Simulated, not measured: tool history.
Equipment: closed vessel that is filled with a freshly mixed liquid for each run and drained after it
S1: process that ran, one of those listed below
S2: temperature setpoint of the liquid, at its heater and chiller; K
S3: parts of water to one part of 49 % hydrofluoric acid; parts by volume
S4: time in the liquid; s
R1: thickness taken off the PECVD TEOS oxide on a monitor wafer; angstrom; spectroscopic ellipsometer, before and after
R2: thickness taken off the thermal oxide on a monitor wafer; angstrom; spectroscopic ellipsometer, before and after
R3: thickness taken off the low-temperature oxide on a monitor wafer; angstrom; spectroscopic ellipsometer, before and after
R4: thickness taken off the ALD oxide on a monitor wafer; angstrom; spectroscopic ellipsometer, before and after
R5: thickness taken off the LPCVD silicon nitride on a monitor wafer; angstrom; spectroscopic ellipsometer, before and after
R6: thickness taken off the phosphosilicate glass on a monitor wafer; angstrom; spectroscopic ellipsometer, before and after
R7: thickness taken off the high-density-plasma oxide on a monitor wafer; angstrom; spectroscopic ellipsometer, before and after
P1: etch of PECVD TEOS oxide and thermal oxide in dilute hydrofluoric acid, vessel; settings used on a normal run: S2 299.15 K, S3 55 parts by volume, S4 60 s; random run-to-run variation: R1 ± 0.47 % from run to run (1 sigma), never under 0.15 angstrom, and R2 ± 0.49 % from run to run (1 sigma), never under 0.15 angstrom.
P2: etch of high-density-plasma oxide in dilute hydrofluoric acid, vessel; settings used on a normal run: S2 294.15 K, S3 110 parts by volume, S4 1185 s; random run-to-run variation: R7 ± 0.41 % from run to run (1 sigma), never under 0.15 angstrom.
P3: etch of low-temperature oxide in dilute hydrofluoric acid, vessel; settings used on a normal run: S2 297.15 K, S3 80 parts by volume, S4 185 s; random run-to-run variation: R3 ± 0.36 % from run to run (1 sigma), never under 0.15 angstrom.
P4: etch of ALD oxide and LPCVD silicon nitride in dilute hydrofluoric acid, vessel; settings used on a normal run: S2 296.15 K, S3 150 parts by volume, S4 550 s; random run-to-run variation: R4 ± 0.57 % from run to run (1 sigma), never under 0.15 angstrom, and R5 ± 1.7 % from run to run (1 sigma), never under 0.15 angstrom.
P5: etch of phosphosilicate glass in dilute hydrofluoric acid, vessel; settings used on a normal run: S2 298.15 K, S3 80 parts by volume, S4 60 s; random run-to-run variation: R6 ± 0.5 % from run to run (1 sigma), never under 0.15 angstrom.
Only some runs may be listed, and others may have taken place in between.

run,hour,S1,S2,S3,S4,R1,R2,R3,R4,R5,R6,R7
1,7.7,P1,299.15,55,60,372.37,57.978,,,,,
2,15.4,P3,297.15,80,30,,,44.689,,,,
3,20.8,P1,299.15,55,60,372.21,57.350,,,,,
4,27.4,P4,292.65,150,550,,,,471.10,12.5830,,
5,33.1,P5,306.65,80,60,,,,,,2075.9,
6,40.2,P2,294.15,30,1185,,,,,,,1967.900
7,46.6,P1,299.15,55,30,184.70,28.811,,,,,
8,50.8,P2,294.15,110,55,,,,,,,22.568
9,57.8,P1,299.15,55,110,672.99,104.660,,,,,
10,64.0,P4,296.15,150,550,,,,537.23,15.7880,,
# hour 67.1: thermometer replaced
11,69.3,P1,303.65,55,30,220.69,34.578,,,,,
12,74.2,P4,296.15,150,880,,,,866.72,25.1220,,
13,80.6,P2,301.15,110,1185,,,,,,,636.840
14,87.7,P3,290.15,80,185,,,207.510,,,,
15,93.2,P1,299.15,55,60,373.17,57.718,,,,,
16,98.8,P2,294.15,110,1185,,,,,,,482.870
17,105.3,P1,299.15,55,60,366.92,57.606,,,,,
18,111.0,P1,299.15,55,60,368.40,57.359,,,,,
19,115.5,P1,303.15,55,60,436.68,68.108,,,,,
20,121.2,P1,299.15,20,60,1067.80,165.680,,,,,
21,128.4,P1,292.15,55,60,275.27,42.660,,,,,
22,133.8,P4,296.15,260,550,,,,277.73,9.3607,,
23,139.8,P1,299.15,55,60,371.14,57.687,,,,,
24,147.2,P5,298.15,80,60,,,,,,1491.4,
25,153.7,P3,297.15,145,185,,,143.090,,,,
26,160.6,P5,298.15,25,60,,,,,,5125.6,
27,167.3,P1,299.15,20,105,1875.50,293.360,,,,,
28,174.5,P1,299.15,55,60,369.69,57.933,,,,,
29,179.4,P5,298.15,80,85,,,,,,2108.6,
# hour 183.2: hydrofluoric acid flow meter replaced
30,186.6,P1,299.15,80,60,247.35,38.007,,,,,
31,193.8,P1,306.65,30,60,943.78,147.910,,,,,
32,201.4,P3,297.15,80,185,,,279.610,,,,
33,207.8,P3,297.15,80,185,,,280.390,,,,
34,214.8,P1,299.15,55,60,369.02,57.494,,,,,
35,222.2,P1,299.15,55,60,390.42,61.000,,,,,
36,226.1,P1,299.15,55,60,394.23,61.678,,,,,
37,231.7,P1,299.15,55,60,400.80,62.450,,,,,
38,238.5,P1,299.15,55,60,404.04,62.766,,,,,
39,242.1,P1,299.15,55,60,405.92,63.287,,,,,
40,247.8,P1,299.15,55,60,407.53,63.804,,,,,
41,251.4,P1,299.15,55,60,410.25,63.124,,,,,
42,258.2,P1,299.15,55,60,409.26,63.143,,,,,

The log shows P1 creeping away from where it was. Any of the 2 causes listed here, at the size stated for it, fits the log just as well as the others:
A: liquid hotter than its thermometer reads (K) = 2.38
B: hydrofluoric acid flow above the setpoint (%) = 9.25
The drift started at roughly hour 214.8.

You are offered 4 check runs, listed below with question marks in place of their results; each one averages 5 wafers. Which run separates the listed causes by giving clearly different results for each?
check 1,265.0,P3,290.15,80,35,,,?,,,,
check 2,265.0,P2,294.15,60,310,,,,,,,?
check 3,265.0,P4,293.15,150,550,,,,?,?,,
check 4,265.0,P5,304.65,35,60,,,,,,?,

Predicted outcomes, by check and by cause:
check,result,if A,if B
check 1,R3,43.663,43.451
check 2,R7,272.790,271.710
check 3,R4,528.16,532.51
check 3,R5,15.1000,14.0630
check 4,R6,5178.3,5180.0
Per-check spread between the two closest causes, in the result where they differ most: check 1 0.49 %; check 2 0.4 %; check 3 7.12 %; check 4 0.03 %
Of the check runs offered, only check 3 discriminates between the causes; the rest would read about the same regardless of which cause applies.

The results of check 3 are: R4 530.79 angstrom; R5 15.0880 angstrom. Based on these, which of the listed causes is it?

Of the candidate causes, it is A: liquid hotter than its thermometer reads (K).
